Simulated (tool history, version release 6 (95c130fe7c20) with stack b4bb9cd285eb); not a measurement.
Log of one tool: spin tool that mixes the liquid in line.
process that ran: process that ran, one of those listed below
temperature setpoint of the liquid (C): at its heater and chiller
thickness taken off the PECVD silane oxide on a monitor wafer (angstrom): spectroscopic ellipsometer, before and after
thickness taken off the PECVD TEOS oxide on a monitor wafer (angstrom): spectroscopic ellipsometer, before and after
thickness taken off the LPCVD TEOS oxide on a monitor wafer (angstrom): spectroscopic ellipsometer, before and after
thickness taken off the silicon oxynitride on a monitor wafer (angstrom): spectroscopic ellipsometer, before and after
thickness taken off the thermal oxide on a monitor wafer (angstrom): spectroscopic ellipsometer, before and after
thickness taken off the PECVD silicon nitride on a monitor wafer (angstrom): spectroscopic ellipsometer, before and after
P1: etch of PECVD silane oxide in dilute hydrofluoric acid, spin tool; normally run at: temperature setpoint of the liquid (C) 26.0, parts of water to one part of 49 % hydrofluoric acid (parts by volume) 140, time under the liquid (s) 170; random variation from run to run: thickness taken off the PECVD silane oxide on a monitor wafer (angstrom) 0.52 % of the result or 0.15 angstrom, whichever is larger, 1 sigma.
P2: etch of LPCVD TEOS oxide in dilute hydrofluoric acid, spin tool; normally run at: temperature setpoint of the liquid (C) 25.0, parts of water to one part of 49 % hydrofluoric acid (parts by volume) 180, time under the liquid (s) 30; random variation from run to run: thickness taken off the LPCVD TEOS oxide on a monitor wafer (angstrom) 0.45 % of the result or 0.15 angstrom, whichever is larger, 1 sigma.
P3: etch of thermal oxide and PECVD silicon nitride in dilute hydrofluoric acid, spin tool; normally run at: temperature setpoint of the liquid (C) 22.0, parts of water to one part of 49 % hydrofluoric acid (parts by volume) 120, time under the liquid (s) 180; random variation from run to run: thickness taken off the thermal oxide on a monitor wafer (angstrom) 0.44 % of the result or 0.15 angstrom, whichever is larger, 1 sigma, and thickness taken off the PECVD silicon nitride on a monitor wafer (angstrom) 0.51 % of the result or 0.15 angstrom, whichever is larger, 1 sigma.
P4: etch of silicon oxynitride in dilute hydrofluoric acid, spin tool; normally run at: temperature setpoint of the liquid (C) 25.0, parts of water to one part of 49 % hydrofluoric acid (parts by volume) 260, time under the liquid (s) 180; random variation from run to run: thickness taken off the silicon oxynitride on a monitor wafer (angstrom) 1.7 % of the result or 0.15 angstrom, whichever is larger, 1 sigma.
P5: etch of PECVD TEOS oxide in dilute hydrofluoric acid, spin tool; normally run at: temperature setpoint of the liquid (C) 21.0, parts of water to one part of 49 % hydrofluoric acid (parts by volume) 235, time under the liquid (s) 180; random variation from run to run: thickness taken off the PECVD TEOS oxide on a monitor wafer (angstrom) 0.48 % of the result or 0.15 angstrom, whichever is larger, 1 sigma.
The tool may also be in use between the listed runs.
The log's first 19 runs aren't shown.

| run | hour | process that ran | temperature setpoint of the liquid (C) | parts of water to one part of 49 % hydrofluoric acid (parts by volume) | time under the liquid (s) | thickness taken off the PECVD silane oxide on a monitor wafer (angstrom) | thickness taken off the PECVD TEOS oxide on a monitor wafer (angstrom) | thickness taken off the LPCVD TEOS oxide on a monitor wafer (angstrom) | thickness taken off the silicon oxynitride on a monitor wafer (angstrom) | thickness taken off the thermal oxide on a monitor wafer (angstrom) | thickness taken off the PECVD silicon nitride on a monitor wafer (angstrom) |
|---|---|---|---|---|---|---|---|---|---|---|---|
| 20 | 75.7 | P1 | 21.0 | 55 | 170 | 618.080 |  |  |  |  |  |
| 21 | 80.6 | P4 | 25.0 | 110 | 180 |  |  |  | 34.6230 |  |  |
| 22 | 84.4 | P1 | 26.0 | 45 | 170 | 948.390 |  |  |  |  |  |
| 23 | 89.3 | P4 | 25.0 | 260 | 275 |  |  |  | 19.6000 |  |  |
| 24 | 92.8 | P1 | 26.0 | 140 | 15 | 23.131 |  |  |  |  |  |
| 25 | 96.6 | P5 | 25.0 | 235 | 180 |  | 58.9840 |  |  |  |  |
| 26 | 99.4 | P3 | 22.0 | 120 | 180 |  |  |  |  | 67.624 | 71.078 |
| 27 | 104.0 | P1 | 26.0 | 140 | 290 | 455.940 |  |  |  |  |  |
| 28 | 106.2 | P1 | 22.5 | 60 | 170 | 602.150 |  |  |  |  |  |
| 29 | 109.6 | P3 | 22.0 | 205 | 180 |  |  |  |  | 35.842 | 41.507 |
| 30 | 112.2 | P1 | 32.0 | 140 | 170 | 328.660 |  |  |  |  |  |
| 31 | 116.9 | P5 | 21.0 | 370 | 180 |  | 28.8270 |  |  |  |  |
| 32 | 120.8 | P1 | 26.0 | 140 | 170 | 266.090 |  |  |  |  |  |

Forecast run 33:
| 33 | 124.6 | P1 | 26.0 | 140 | 170 | ? |  |  |  |  |  |

Run 33 gave thickness taken off the PECVD silane oxide on a monitor wafer (angstrom) 277.310.

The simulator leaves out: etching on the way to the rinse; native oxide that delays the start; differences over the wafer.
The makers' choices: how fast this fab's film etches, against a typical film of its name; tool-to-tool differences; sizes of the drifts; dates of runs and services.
